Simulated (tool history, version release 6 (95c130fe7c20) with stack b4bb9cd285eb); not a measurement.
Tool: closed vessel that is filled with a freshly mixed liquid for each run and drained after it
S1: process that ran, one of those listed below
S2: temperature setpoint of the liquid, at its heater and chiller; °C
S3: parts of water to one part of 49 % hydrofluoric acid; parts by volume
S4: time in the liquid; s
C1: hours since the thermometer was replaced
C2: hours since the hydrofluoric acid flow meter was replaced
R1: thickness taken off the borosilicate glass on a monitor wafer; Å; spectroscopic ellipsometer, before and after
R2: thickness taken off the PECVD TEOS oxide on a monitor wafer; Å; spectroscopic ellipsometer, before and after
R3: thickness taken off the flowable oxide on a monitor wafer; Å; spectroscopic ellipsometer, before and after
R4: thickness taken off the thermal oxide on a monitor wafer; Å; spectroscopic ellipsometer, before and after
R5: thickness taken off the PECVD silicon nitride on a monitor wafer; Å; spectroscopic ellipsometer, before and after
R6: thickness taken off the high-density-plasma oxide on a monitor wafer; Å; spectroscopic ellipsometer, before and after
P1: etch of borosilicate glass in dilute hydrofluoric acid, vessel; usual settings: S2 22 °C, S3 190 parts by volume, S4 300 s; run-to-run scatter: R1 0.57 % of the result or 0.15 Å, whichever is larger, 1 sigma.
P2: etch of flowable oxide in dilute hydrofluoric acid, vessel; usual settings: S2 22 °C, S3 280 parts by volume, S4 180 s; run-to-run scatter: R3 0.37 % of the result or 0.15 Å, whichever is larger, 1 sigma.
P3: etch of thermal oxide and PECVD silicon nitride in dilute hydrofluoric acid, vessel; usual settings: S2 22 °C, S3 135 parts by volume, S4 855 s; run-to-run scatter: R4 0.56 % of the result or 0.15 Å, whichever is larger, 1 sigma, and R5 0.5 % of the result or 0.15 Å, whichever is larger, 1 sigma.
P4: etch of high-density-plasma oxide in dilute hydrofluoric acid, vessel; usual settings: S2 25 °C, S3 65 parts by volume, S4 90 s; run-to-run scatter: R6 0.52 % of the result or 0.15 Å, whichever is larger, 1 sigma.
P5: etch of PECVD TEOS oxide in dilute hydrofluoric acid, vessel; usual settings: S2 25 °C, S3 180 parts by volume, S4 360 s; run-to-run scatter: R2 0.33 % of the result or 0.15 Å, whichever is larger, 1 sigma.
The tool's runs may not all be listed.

run	hour	S1	S2	S3	S4	C1	C2	R1	R2	R3	R4	R5	R6
1	4.4	P1	22	190	300	556.2	1181.2	226.22					
2	11.7	P5	25	180	360	563.5	1188.5		373.2				
3	19.7	P1	22	190	300	571.5	1196.5	222.14					
4	24.6	P2	22	280	180	576.4	1201.4			169.38			
5	29.3	P2	22	280	325	581.1	1206.1			300.62			
6	38.4	P3	22	135	855	590.2	1215.2				259.5	94.971	
7	45.4	P3	22	230	855	597.2	1222.2				138.62	56.38	
8	51.7	P3	22	135	150	603.5	1228.5				45.639	16.427	
9	56.1	P1	22	50	300	607.9	1232.9	1003.1					
10	65.1	P5	25	280	360	616.9	1241.9		214.93				
11	70.2	P2	17	280	180	622	1247			139.35			
# hour 75.3: thermometer replaced
12	76.6	P5	25	180	610	1.3	1253.4		630.77				
13	83.2	P1	22	190	300	7.9	1260	225.81					
14	88.6	P1	17	120	300	13.3	1265.4	313.04					
15	96.7	P2	22	280	180	21.4	1273.5			167.35			
16	101.5	P4	25	65	90	26.2	1278.3						101.96
17	107.8	P1	17	190	300	32.5	1284.6	182.15					
18	114.8	P1	22	190	445	39.5	1291.6	332.2					
19	119.4	P1	22	275	515	44.1	1296.2	245.27					
20	124.3	P1	22	190	85	49	1301.1	63.228					
21	132.7	P5	17.5	180	360	57.4	1309.5		279.83				
22	138.6	P1	28.5	190	300	63.3	1315.4	282.7					
23	146	P4	20	65	90	70.7	1322.8						83.409
24	154.4	P2	22	140	180	79.1	1331.2			385.87			
25	162.8	P4	25	65	150	87.5	1339.6						171.61
26	170.3	P1	22	320	300	95	1347.1	118.02					
27	176.4	P1	17.5	190	570	101.1	1353.2	356.56					
28	183.7	P4	25	105	90	108.4	1360.5						60.105
29	192.2	P1	22	190	300	116.9	1369	222.77					
30	200	P3	28.5	135	855	124.7	1376.8				334.73	145.53	
31	206.9	P1	22	190	300	131.6	1383.7	226.1					
32	214.6	P1	22	190	300	139.3	1391.4	216.91					
33	220.1	P1	22	190	300	144.8	1396.9	212.71					
34	226.5	P1	22	190	300	151.2	1403.3	208.24					
35	233.9	P1	22	190	300	158.6	1410.7	207.28					
36	239.1	P1	22	190	300	163.8	1415.9	209.44					
37	247.9	P1	22	190	300	172.6	1424.7	208.18					
38	253.7	P1	22	190	300	178.4	1430.5	208.09					

What P1 gives has crept away from where it was. These 2 causes fit the log equally well, each at the size given:
A: hydrofluoric acid flow below the setpoint (%) = 6.42
B: liquid colder than its thermometer reads (K) = 2.08
The creep began at about hour 206.9.

4 check runs are offered, one wafer each, their results left as question marks. Which one tells the causes apart?
check 1	259.5	P3	22	135	855						?	?	
check 2	259.5	P2	22	280	180					?			
check 3	259.5	P4	25	65	90								?
check 4	259.5	P5	25	180	360				?				

What each check would give under each cause:
check	result	if A	if B
check 1	R4	242.17	240.67
check 1	R5	88.713	82.43
check 2	R3	153.96	155.28
check 3	R6	94.95	93.784
check 4	R2	343.74	344.51
How far apart the two closest causes lie, in the result that separates them most: check 1 7.35 %; check 2 0.86 %; check 3 1.24 %; check 4 0.22 %
Check 1 tells the causes apart: in the others they would give nearly the same result.

Then check 1 was run and gave: R4 241.27 Å; R5 82.8 Å. Which cause is it?

It is B: liquid colder than its thermometer reads (K).
